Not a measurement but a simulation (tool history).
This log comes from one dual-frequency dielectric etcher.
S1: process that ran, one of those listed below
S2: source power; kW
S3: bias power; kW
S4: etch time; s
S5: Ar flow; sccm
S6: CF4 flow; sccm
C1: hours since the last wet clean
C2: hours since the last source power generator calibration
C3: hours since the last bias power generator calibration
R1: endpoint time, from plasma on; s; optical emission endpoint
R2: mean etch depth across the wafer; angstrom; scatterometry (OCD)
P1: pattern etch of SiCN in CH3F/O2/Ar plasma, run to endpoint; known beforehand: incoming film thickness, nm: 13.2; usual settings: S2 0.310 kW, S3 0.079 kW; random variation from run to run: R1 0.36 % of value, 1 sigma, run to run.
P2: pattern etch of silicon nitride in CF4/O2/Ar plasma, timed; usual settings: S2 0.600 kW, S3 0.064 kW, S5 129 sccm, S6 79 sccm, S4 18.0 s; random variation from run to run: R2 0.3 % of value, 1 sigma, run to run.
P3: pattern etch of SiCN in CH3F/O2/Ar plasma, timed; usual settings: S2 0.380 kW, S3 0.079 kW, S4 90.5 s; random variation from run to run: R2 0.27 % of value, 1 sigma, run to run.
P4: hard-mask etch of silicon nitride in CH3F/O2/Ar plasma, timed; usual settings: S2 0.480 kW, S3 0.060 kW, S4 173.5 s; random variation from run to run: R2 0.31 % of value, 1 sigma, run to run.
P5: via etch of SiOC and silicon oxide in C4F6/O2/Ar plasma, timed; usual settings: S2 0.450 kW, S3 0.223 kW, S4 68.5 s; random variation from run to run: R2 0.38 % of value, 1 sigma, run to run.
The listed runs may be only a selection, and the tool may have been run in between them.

run   hour  S1     S2     S3     S4   S5  S6     C1     C2      C3      R1       R2
  1    4.7  P1  0.310  0.079                  324.2  843.1  1008.3  37.778
  2   14.3  P5  0.450  0.223   68.5           333.8  852.7  1017.9           848.38
  3   20.4  P1  0.260  0.097                  339.9  858.8  1024.0  37.183
  4   29.9  P3  0.380  0.079   50.0           349.4  868.3  1033.5           189.44
      30.0  -- source power generator calibrated
  5   34.1  P1  0.400  0.098                  353.6    4.2  1037.7  31.526
  6   41.4  P2  0.600  0.064   18.0  129  79  360.9   11.5  1045.0           419.50
  7   47.4  P1  0.420  0.079                  366.9   17.5  1051.0  33.759
  8   56.4  P4  0.480  0.060   95.5           375.9   26.5  1060.0           671.60
  9   61.7  P1  0.310  0.079                  381.2   31.8  1065.3  37.770
 10   66.1  P1  0.240  0.079                  385.6   36.2  1069.7  41.697
 11   71.3  P5  0.450  0.223   68.5           390.8   41.4  1074.9           855.46
 12   76.1  P1  0.310  0.079                  395.6   46.2  1079.7  37.747
 13   85.5  P5  0.450  0.223   50.0           405.0   55.6  1089.1           617.26
 14   93.9  P2  0.720  0.064   18.0  129  79  413.4   64.0  1097.5           492.65
 15   98.6  P1  0.310  0.079                  418.1   68.7  1102.2  37.709
 16  105.5  P4  0.480  0.060  173.5           425.0   75.6  1109.1          1223.50
 17  112.4  P4  0.480  0.060  173.5           431.9   82.5  1116.0          1221.40
 18  119.2  P5  0.450  0.129   68.5           438.7   89.3  1122.8           716.38
 19  125.4  P5  0.550  0.223   68.5           444.9   95.5  1129.0           922.24
 20  133.2  P4  0.480  0.041  173.5           452.7  103.3  1136.8          1083.60
 21  138.6  P4  0.630  0.060  173.5           458.1  108.7  1142.2          1353.50
 22  145.9  P1  0.310  0.111                  465.4  116.0  1149.5  33.154
 23  152.6  P1  0.310  0.055                  472.1  122.7  1156.2  43.135
 24  159.5  P3  0.380  0.079   90.5           479.0  129.6  1163.1           342.85
 25  163.7  P2  0.600  0.064   18.0  129  49  483.2  133.8  1167.3           395.02
 26  170.3  P1  0.310  0.079                  489.8  140.4  1173.9  37.822
 27  179.1  P2  0.600  0.038   18.0  129  79  498.6  149.2  1182.7           344.63
 28  186.3  P2  0.600  0.064   18.0  181  79  505.8  156.4  1189.9           400.88
 29  191.5  P2  0.600  0.064   10.0  129  79  511.0  161.6  1195.1           235.28
 30  197.8  P3  0.290  0.079   90.5           517.3  167.9  1201.4           310.58
 31  204.9  P2  0.600  0.064   18.0  129  79  524.4  175.0  1208.5           420.72
 32  212.0  P1  0.310  0.079                  531.5  182.1  1215.6  37.768
 33  218.7  P3  0.380  0.097   90.5           538.2  188.8  1222.3           369.02
 34  227.7  P1  0.310  0.079                  547.2  197.8  1231.3  37.906
 35  234.8  P1  0.310  0.079                  554.3  204.9  1238.4  38.272
 36  244.0  P1  0.310  0.079                  563.5  214.1  1247.6  38.251
 37  252.3  P1  0.310  0.079                  571.8  222.4  1255.9  38.136
 38  256.5  P1  0.310  0.079                  576.0  226.6  1260.1  38.341
 39  265.6  P1  0.310  0.079                  585.1  235.7  1269.2  38.327
     268.0  -- wet clean of the chamber
 40  270.1  P1  0.310  0.079                    2.1  240.2  1273.7  38.479
 41  275.6  P1  0.310  0.079                    7.6  245.7  1279.2  38.490
 42  281.7  P1  0.310  0.079                   13.7  251.8  1285.3  38.430
 43  288.6  P1  0.310  0.079                   20.6  258.7  1292.2  38.381

The log shows P1 creeping away from where it was. Any of the 2 causes listed here, at the size stated for it, fits the log just as well as the others:
A: bias power that arrives under what is set, % = 4.79
B: source power that arrives under what is set, % = 4.71
Creep in the process output first set in at about hour 227.7.
Each remaining cause and why it is not a fit:
chamber walls in a state that lowers the etch rate, %: serviced at hour 268.0, after the change had begun; the process did not return to its earlier output

Below are 4 check runs, each on a single wafer, with their results shown as question marks. Which of them would tell the listed causes apart, meaning the causes would give clearly different results under it?
check 1  295.5  P5  0.450  0.180  68.5                            ?
check 2  295.5  P3  0.300  0.079  50.5                            ?
check 3  295.5  P4  0.480  0.060  95.5                            ?
check 4  295.5  P2  0.600  0.064  13.0  129  79                   ?

Predicted outcomes, by check and by cause:
  check  result    if A    if B
check 1      R2  781.64  779.19
check 2      R2  172.13  172.14
check 3      R2  661.48  659.62
check 4      R2  298.51  292.22
Distance between the nearest two causes, measured in the result of the check that separates them most: check 1 0.31 %; check 2 0.01 %; check 3 0.28 %; check 4 2.13 %
Check 4 tells the causes apart: in the others they would give nearly the same result.

With check 4 done, the readings were: R2 299.15 angstrom. Identify which of the listed causes applies.

The cause is A: bias power that arrives under what is set, %.
